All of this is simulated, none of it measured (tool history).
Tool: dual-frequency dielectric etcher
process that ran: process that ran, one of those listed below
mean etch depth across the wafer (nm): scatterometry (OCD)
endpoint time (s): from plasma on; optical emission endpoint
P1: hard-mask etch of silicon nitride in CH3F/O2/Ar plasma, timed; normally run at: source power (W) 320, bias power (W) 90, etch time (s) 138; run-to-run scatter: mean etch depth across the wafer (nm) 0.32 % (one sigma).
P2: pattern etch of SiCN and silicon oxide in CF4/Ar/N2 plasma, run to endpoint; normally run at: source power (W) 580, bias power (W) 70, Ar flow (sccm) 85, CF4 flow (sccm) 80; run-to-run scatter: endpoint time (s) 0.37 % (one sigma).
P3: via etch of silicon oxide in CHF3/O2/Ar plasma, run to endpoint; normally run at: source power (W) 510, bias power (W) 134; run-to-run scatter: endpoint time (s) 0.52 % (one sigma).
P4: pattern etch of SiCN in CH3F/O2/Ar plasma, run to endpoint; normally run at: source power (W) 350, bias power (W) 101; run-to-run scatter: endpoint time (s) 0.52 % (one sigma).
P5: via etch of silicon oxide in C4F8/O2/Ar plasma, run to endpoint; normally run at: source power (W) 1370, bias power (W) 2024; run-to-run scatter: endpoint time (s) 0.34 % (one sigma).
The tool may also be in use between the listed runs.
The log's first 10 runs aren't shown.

run,day,process that ran,source power (W),bias power (W),etch time (s),Ar flow (sccm),CF4 flow (sccm),mean etch depth across the wafer (nm),endpoint time (s)
11,3.038,P1,320,110,170.5,,,125.69,
12,3.312,P4,460,101,,,,,20.853
13,3.675,P3,510,134,,,,,385.14
14,3.912,P2,580,70,,85,109,,9.5749
15,4.117,P1,240,90,138,,,84.6,
16,4.342,P4,350,137,,,,,20.538
17,4.746,P1,320,90,88,,,60.113,
18,5.133,P1,320,90,138,,,94.134,
19,5.492,P2,390,70,,85,80,,14.242
20,5.883,P5,1370,2024,,,,,509.12
# day 6.125: source power generator calibrated
21,6.288,P3,510,134,,,,,386.43
22,6.479,P1,320,90,138,,,94.353,
23,6.742,P1,320,121,138,,,105.31,
24,7.042,P3,670,134,,,,,347.12
25,7.446,P1,320,90,192,,,130.95,

The next listed run, before its measurement:
26,7.729,P2,580,91,,85,80,,?

{"run 26": {"endpoint time (s)": 9.1357}}
